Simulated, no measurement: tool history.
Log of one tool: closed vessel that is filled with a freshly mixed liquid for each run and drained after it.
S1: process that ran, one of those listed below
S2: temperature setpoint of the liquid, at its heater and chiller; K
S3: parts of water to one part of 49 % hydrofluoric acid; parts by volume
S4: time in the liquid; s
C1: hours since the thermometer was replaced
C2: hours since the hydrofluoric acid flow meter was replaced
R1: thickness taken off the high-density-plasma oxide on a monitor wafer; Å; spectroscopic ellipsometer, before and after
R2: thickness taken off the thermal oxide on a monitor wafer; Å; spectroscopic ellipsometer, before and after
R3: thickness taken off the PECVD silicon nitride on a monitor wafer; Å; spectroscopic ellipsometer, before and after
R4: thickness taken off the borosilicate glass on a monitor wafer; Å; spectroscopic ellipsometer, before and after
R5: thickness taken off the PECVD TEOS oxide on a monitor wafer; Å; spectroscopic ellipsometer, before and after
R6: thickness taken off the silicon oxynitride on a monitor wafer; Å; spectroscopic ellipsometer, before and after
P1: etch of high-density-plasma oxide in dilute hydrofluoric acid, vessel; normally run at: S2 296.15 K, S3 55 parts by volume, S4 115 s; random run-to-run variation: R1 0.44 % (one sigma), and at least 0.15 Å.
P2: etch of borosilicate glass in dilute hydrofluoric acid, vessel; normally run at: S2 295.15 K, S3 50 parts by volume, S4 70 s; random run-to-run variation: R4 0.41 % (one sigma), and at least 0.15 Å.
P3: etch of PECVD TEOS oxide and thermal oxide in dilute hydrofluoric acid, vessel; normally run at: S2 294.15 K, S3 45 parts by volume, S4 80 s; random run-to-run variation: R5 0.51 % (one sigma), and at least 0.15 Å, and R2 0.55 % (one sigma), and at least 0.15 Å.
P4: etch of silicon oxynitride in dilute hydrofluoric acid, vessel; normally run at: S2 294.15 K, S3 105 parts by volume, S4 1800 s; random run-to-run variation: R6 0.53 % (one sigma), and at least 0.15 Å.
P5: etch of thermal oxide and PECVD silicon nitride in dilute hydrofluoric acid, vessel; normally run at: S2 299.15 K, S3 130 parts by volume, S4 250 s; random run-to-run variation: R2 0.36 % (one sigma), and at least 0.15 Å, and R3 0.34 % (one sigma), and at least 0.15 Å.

run 1 hour=9.9 | S1=P1 S2=296.15 S3=55 S4=115 | C1=1486.3 C2=187.9 | R1=180.59
run 2 hour=19.8 | S1=P1 S2=296.15 S3=55 S4=200 | C1=1496.2 C2=197.8 | R1=311.67
run 3 hour=25.2 | S1=P5 S2=306.65 S3=130 S4=250 | C1=1501.6 C2=203.2 | R2=122.44 R3=196.12
run 4 hour=32.8 | S1=P2 S2=295.15 S3=50 S4=70 | C1=1509.2 C2=210.8 | R4=478.93
run 5 hour=38.5 | S1=P3 S2=294.15 S3=45 S4=80 | C1=1514.9 C2=216.5 | R2=85.35 R5=214.1
run 6 hour=44 | S1=P3 S2=294.15 S3=25 S4=80 | C1=1520.4 C2=222 | R2=159.38 R5=391.13
run 7 hour=49.4 | S1=P5 S2=299.15 S3=130 S4=365 | C1=1525.8 C2=227.4 | R2=135.08 R3=178.67
run 8 hour=54.2 | S1=P2 S2=295.15 S3=85 S4=70 | C1=1530.6 C2=232.2 | R4=270.43
run 9 hour=63.7 | S1=P1 S2=296.15 S3=55 S4=115 | C1=1540.1 C2=241.7 | R1=179.03
run 10 hour=68 | S1=P2 S2=295.15 S3=50 S4=70 | C1=1544.4 C2=246 | R4=478.11
run 11 hour=77.9 | S1=P1 S2=296.15 S3=25 S4=115 | C1=1554.3 C2=255.9 | R1=413.03
run 12 hour=85.7 | S1=P4 S2=294.15 S3=105 S4=3305 | C1=1562.1 C2=263.7 | R6=869.88
run 13 hour=92.8 | S1=P1 S2=296.15 S3=55 S4=115 | C1=1569.2 C2=270.8 | R1=180.66
run 14 hour=98.3 | S1=P1 S2=302.15 S3=55 S4=115 | C1=1574.7 C2=276.3 | R1=231.26
run 15 hour=108.4 | S1=P3 S2=294.15 S3=45 S4=30 | C1=1584.8 C2=286.4 | R2=32.395 R5=80.093
run 16 hour=117.4 | S1=P4 S2=294.15 S3=190 S4=1800 | C1=1593.8 C2=295.4 | R6=246.26
run 17 hour=127 | S1=P5 S2=299.15 S3=130 S4=250 | C1=1603.4 C2=305 | R2=91.781 R3=123.06
-- hour=129.5 hydrofluoric acid flow meter replaced
run 18 hour=134.4 | S1=P2 S2=295.15 S3=50 S4=30 | C1=1610.8 C2=5 | R4=206.25
run 19 hour=139.6 | S1=P1 S2=290.65 S3=55 S4=115 | C1=1616 C2=10.2 | R1=143.35
run 20 hour=147.2 | S1=P1 S2=301.65 S3=55 S4=165 | C1=1623.6 C2=17.8 | R1=321.6
run 21 hour=154.4 | S1=P3 S2=298.65 S3=45 S4=80 | C1=1630.8 C2=25 | R2=104.1 R5=257.62
run 22 hour=162.5 | S1=P5 S2=299.15 S3=210 S4=250 | C1=1638.9 C2=33.1 | R2=51.936 R3=75.974
run 23 hour=169.9 | S1=P1 S2=296.15 S3=30 S4=30 | C1=1646.3 C2=40.5 | R1=88.424
run 24 hour=175.3 | S1=P4 S2=294.15 S3=105 S4=1800 | C1=1651.7 C2=45.9 | R6=474.56
run 25 hour=182.8 | S1=P1 S2=296.15 S3=100 S4=115 | C1=1659.2 C2=53.4 | R1=93.595
run 26 hour=191.8 | S1=P2 S2=302.15 S3=50 S4=70 | C1=1668.2 C2=62.4 | R4=637.5
run 27 hour=200.4 | S1=P1 S2=296.15 S3=55 S4=115 | C1=1676.8 C2=71 | R1=179.88
run 28 hour=205.6 | S1=P4 S2=290.15 S3=105 S4=1800 | C1=1682 C2=76.2 | R6=389.57
run 29 hour=215.3 | S1=P1 S2=296.15 S3=55 S4=115 | C1=1691.7 C2=85.9 | R1=178.8
run 30 hour=222.2 | S1=P1 S2=296.15 S3=55 S4=65 | C1=1698.6 C2=92.8 | R1=101.79
run 31 hour=227.6 | S1=P5 S2=299.15 S3=130 S4=250 | C1=1704 C2=98.2 | R2=92.732 R3=123.64
run 32 hour=234.6 | S1=P1 S2=296.15 S3=55 S4=115 | C1=1711 C2=105.2 | R1=179.71
run 33 hour=243.9 | S1=P1 S2=296.15 S3=55 S4=115 | C1=1720.3 C2=114.5 | R1=172.4
run 34 hour=252.3 | S1=P1 S2=296.15 S3=55 S4=115 | C1=1728.7 C2=122.9 | R1=169.38
run 35 hour=257.7 | S1=P1 S2=296.15 S3=55 S4=115 | C1=1734.1 C2=128.3 | R1=168.7
run 36 hour=263.5 | S1=P1 S2=296.15 S3=55 S4=115 | C1=1739.9 C2=134.1 | R1=168.03
run 37 hour=269.3 | S1=P1 S2=296.15 S3=55 S4=115 | C1=1745.7 C2=139.9 | R1=166.46
run 38 hour=274.1 | S1=P1 S2=296.15 S3=55 S4=115 | C1=1750.5 C2=144.7 | R1=167.61
run 39 hour=281.7 | S1=P1 S2=296.15 S3=55 S4=115 | C1=1758.1 C2=152.3 | R1=166.78
run 40 hour=291.1 | S1=P1 S2=296.15 S3=55 S4=115 | C1=1767.5 C2=161.7 | R1=167.31
run 41 hour=296 | S1=P1 S2=296.15 S3=55 S4=115 | C1=1772.4 C2=166.6 | R1=165.88

Compared with where it was, what P1 gives has crept away. Each cause listed below fits the log as well as the rest, at the size given for it:
A: liquid colder than its thermometer reads (K) = 1.82
B: hydrofluoric acid flow below the setpoint (%) = 6.8
The drift started at roughly hour 234.6.

Consider the 4 single-wafer check runs listed below, results given as question marks: which one distinguishes between the causes by giving clearly different results for each?
run check 1 hour=300.9 | S1=P3 S2=294.15 S3=30 S4=30 | R2=? R5=?
run check 2 hour=300.9 | S1=P4 S2=294.15 S3=180 S4=1800 | R6=?
run check 3 hour=300.9 | S1=P5 S2=306.15 S3=130 S4=250 | R2=? R3=?
run check 4 hour=300.9 | S1=P2 S2=298.15 S3=50 S4=30 | R4=?

How each check would come out, cause by cause:
check=check_1 result=R2 if_A=45.473 if_B=45.71
check=check_1 result=R5 if_A=113.25 if_B=113.84
check=check_2 result=R6 if_A=240.44 if_B=241.86
check=check_3 result=R2 if_A=111.95 if_B=109.86
check=check_3 result=R3 if_A=169.76 if_B=176.39
check=check_4 result=R4 if_A=216.2 if_B=216.08
Minimum pairwise separation of causes per check, each pair taken at its best-separating result: check 1 0.52 %; check 2 0.59 %; check 3 3.83 %; check 4 0.06 %
Of the check runs offered, only check 3 discriminates between the causes; the rest would read about the same regardless of which cause applies.

Check 3 was carried out, with these results: R2 113.03 Å; R3 169.91 Å. Which of the listed causes is responsible?

Of the candidate causes, it is A: liquid colder than its thermometer reads (K).
